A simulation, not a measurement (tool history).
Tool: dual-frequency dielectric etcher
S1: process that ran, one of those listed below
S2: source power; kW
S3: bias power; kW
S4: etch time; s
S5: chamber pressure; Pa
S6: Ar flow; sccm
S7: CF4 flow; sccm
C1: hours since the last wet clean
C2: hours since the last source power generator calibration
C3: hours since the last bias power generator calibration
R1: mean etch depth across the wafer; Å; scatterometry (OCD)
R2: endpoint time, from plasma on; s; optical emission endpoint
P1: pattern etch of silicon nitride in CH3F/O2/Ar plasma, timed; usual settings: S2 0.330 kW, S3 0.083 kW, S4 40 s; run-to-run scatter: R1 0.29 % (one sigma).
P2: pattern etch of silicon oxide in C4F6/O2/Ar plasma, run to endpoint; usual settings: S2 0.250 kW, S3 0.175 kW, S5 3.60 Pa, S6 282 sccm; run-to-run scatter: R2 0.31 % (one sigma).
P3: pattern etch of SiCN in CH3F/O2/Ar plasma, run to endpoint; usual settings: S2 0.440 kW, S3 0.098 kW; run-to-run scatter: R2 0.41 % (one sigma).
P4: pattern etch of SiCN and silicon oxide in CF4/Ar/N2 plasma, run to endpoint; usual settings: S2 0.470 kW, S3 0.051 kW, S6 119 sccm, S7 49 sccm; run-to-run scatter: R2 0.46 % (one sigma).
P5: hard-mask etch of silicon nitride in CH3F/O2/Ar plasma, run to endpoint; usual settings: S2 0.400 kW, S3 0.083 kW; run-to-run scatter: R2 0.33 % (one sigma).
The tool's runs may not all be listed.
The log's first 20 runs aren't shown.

| run | hour | S1 | S2 | S3 | S4 | S5 | S6 | S7 | C1 | C2 | C3 | R1 | R2 |
|---|---|---|---|---|---|---|---|---|---|---|---|---|---|
| 21 | 247.7 | P1 | 0.330 | 0.116 | 56 |  |  |  | 562.1 | 178.4 | 2031.2 | 438.93 |  |
| 22 | 258.1 | P2 | 0.250 | 0.175 |  | 3.60 | 226 |  | 572.5 | 188.8 | 2041.6 |  | 13.295 |
| 23 | 270.2 | P1 | 0.330 | 0.102 | 40 |  |  |  | 584.6 | 200.9 | 2053.7 | 299.41 |  |
| 24 | 281.3 | P1 | 0.330 | 0.083 | 40 |  |  |  | 595.7 | 212.0 | 2064.8 | 277.69 |  |
| 25 | 293.5 | P1 | 0.330 | 0.083 | 25 |  |  |  | 607.9 | 224.2 | 2077.0 | 173.42 |  |
| 26 | 302.9 | P1 | 0.330 | 0.083 | 40 |  |  |  | 617.3 | 233.6 | 2086.4 | 278.81 |  |
| 27 | 315.0 | P4 | 0.470 | 0.033 |  |  | 119 | 49 | 629.4 | 245.7 | 2098.5 |  | 26.814 |
|  | 319.1 | wet clean of the chamber |
| 28 | 331.9 | P1 | 0.330 | 0.098 | 58 |  |  |  | 12.9 | 262.6 | 2115.4 | 424.49 |  |
| 29 | 343.2 | P5 | 0.400 | 0.083 |  |  |  |  | 24.2 | 273.9 | 2126.7 |  | 48.249 |
| 30 | 350.5 | P3 | 0.440 | 0.098 |  |  |  |  | 31.5 | 281.2 | 2134.0 |  | 24.738 |
| 31 | 359.0 | P3 | 0.440 | 0.135 |  |  |  |  | 40.0 | 289.7 | 2142.5 |  | 21.997 |
| 32 | 371.1 | P1 | 0.330 | 0.083 | 40 |  |  |  | 52.1 | 301.8 | 2154.6 | 278.31 |  |

Forecast run 33:
| 33 | 381.0 | P4 | 0.310 | 0.051 |  |  | 119 | 49 | 62.0 | 311.7 | 2164.5 |  | ? |

R2: 33.433 s
